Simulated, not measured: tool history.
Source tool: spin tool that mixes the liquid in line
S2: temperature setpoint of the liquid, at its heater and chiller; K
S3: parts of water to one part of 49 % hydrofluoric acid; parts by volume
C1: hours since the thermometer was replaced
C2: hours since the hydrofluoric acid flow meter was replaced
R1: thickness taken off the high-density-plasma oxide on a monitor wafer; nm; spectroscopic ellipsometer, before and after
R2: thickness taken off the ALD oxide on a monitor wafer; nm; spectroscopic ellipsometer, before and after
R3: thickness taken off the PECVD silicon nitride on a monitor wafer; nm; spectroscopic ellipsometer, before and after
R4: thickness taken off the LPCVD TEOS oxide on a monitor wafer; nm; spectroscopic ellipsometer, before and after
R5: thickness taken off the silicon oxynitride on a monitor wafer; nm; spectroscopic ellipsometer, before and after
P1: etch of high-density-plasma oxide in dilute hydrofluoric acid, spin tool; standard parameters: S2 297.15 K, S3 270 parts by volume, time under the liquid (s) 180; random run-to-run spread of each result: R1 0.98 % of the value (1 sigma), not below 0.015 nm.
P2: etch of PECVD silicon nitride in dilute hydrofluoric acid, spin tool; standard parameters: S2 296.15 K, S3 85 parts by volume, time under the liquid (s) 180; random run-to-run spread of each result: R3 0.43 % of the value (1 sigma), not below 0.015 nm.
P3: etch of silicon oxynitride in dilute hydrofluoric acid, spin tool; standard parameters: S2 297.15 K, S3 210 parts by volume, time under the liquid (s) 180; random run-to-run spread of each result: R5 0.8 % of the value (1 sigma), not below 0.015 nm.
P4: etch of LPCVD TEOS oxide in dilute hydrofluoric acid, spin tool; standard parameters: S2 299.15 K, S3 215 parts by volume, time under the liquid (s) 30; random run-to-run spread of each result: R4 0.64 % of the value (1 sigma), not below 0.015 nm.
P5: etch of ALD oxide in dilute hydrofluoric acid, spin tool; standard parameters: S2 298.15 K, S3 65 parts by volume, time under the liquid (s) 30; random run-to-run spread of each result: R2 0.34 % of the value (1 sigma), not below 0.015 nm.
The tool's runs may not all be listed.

{"run": 1, "hour": 8.1, "process that ran": "P1", "S2": 297.15, "S3": 270, "time under the liquid (s)": 180, "C1": 276.8, "C2": 641.3, "R1": 2.8241}
{"run": 2, "hour": 12.1, "process that ran": "P5", "S2": 298.15, "S3": 110, "time under the liquid (s)": 30, "C1": 280.8, "C2": 645.3, "R2": 5.1208}
{"run": 3, "hour": 19.6, "process that ran": "P5", "S2": 298.15, "S3": 65, "time under the liquid (s)": 30, "C1": 288.3, "C2": 652.8, "R2": 9.177}
{"run": 4, "hour": 27.4, "process that ran": "P2", "S2": 301.65, "S3": 85, "time under the liquid (s)": 180, "C1": 296.1, "C2": 660.6, "R3": 10.2}
{"run": 5, "hour": 34.9, "process that ran": "P4", "S2": 299.15, "S3": 215, "time under the liquid (s)": 30, "C1": 303.6, "C2": 668.1, "R4": 5.1083}
{"run": 6, "hour": 43.3, "process that ran": "P1", "S2": 291.15, "S3": 270, "time under the liquid (s)": 180, "C1": 312.0, "C2": 676.5, "R1": 2.2591}
{"run": 7, "hour": 50.9, "process that ran": "P1", "S2": 297.15, "S3": 270, "time under the liquid (s)": 180, "C1": 319.6, "C2": 684.1, "R1": 2.8044}
{"run": 8, "hour": 55.9, "process that ran": "P1", "S2": 297.15, "S3": 270, "time under the liquid (s)": 180, "C1": 324.6, "C2": 689.1, "R1": 2.7446}
{"run": 9, "hour": 63.8, "process that ran": "P1", "S2": 297.15, "S3": 115, "time under the liquid (s)": 180, "C1": 332.5, "C2": 697.0, "R1": 7.8683}
{"run": 10, "hour": 72.6, "process that ran": "P1", "S2": 297.15, "S3": 375, "time under the liquid (s)": 180, "C1": 341.3, "C2": 705.8, "R1": 1.846}
{"run": 11, "hour": 78.0, "process that ran": "P3", "S2": 297.15, "S3": 210, "time under the liquid (s)": 180, "C1": 346.7, "C2": 711.2, "R5": 2.9955}
{"run": 12, "hour": 85.2, "process that ran": "P5", "S2": 298.15, "S3": 65, "time under the liquid (s)": 30, "C1": 353.9, "C2": 718.4, "R2": 9.1633}
{"run": 13, "hour": 89.6, "process that ran": "P1", "S2": 297.15, "S3": 270, "time under the liquid (s)": 180, "C1": 358.3, "C2": 722.8, "R1": 2.7934}
{"run": 14, "hour": 93.8, "process that ran": "P1", "S2": 297.15, "S3": 270, "time under the liquid (s)": 180, "C1": 362.5, "C2": 727.0, "R1": 2.8027}
{"run": 15, "hour": 99.9, "process that ran": "P3", "S2": 297.15, "S3": 65, "time under the liquid (s)": 180, "C1": 368.6, "C2": 733.1, "R5": 10.837}
{"run": 16, "hour": 104.4, "process that ran": "P4", "S2": 292.15, "S3": 215, "time under the liquid (s)": 30, "C1": 373.1, "C2": 737.6, "R4": 3.9197}
{"run": 17, "hour": 108.4, "process that ran": "P4", "S2": 299.15, "S3": 385, "time under the liquid (s)": 30, "C1": 377.1, "C2": 741.6, "R4": 2.4241}
{"run": 18, "hour": 113.9, "process that ran": "P3", "S2": 297.15, "S3": 210, "time under the liquid (s)": 50, "C1": 382.6, "C2": 747.1, "R5": 0.84893}
{"run": 19, "hour": 121.5, "process that ran": "P1", "S2": 297.15, "S3": 270, "time under the liquid (s)": 265, "C1": 390.2, "C2": 754.7, "R1": 4.0898}
{"run": 20, "hour": 127.3, "process that ran": "P2", "S2": 296.15, "S3": 85, "time under the liquid (s)": 180, "C1": 396.0, "C2": 760.5, "R3": 7.0629}
{"run": 21, "hour": 135.2, "process that ran": "P2", "S2": 296.15, "S3": 25, "time under the liquid (s)": 180, "C1": 403.9, "C2": 768.4, "R3": 23.289}
{"run": 22, "hour": 140.0, "process that ran": "P3", "S2": 304.65, "S3": 210, "time under the liquid (s)": 180, "C1": 408.7, "C2": 773.2, "R5": 4.117}
{"run": 23, "hour": 144.2, "process that ran": "P1", "S2": 302.65, "S3": 270, "time under the liquid (s)": 315, "C1": 412.9, "C2": 777.4, "R1": 5.9033}
{"run": 24, "hour": 152.8, "process that ran": "P4", "S2": 299.15, "S3": 215, "time under the liquid (s)": 30, "C1": 421.5, "C2": 786.0, "R4": 5.12}
{"run": 25, "hour": 157.8, "process that ran": "P1", "S2": 303.65, "S3": 270, "time under the liquid (s)": 180, "C1": 426.5, "C2": 791.0, "R1": 3.4391}

What does the tool deliver on the next run?
{"run": 26, "hour": 162.9, "process that ran": "P1", "S2": 297.15, "S3": 270, "time under the liquid (s)": 180, "C1": 431.6, "C2": 796.1, "R1": "?"}

R1: 2.7659 nm
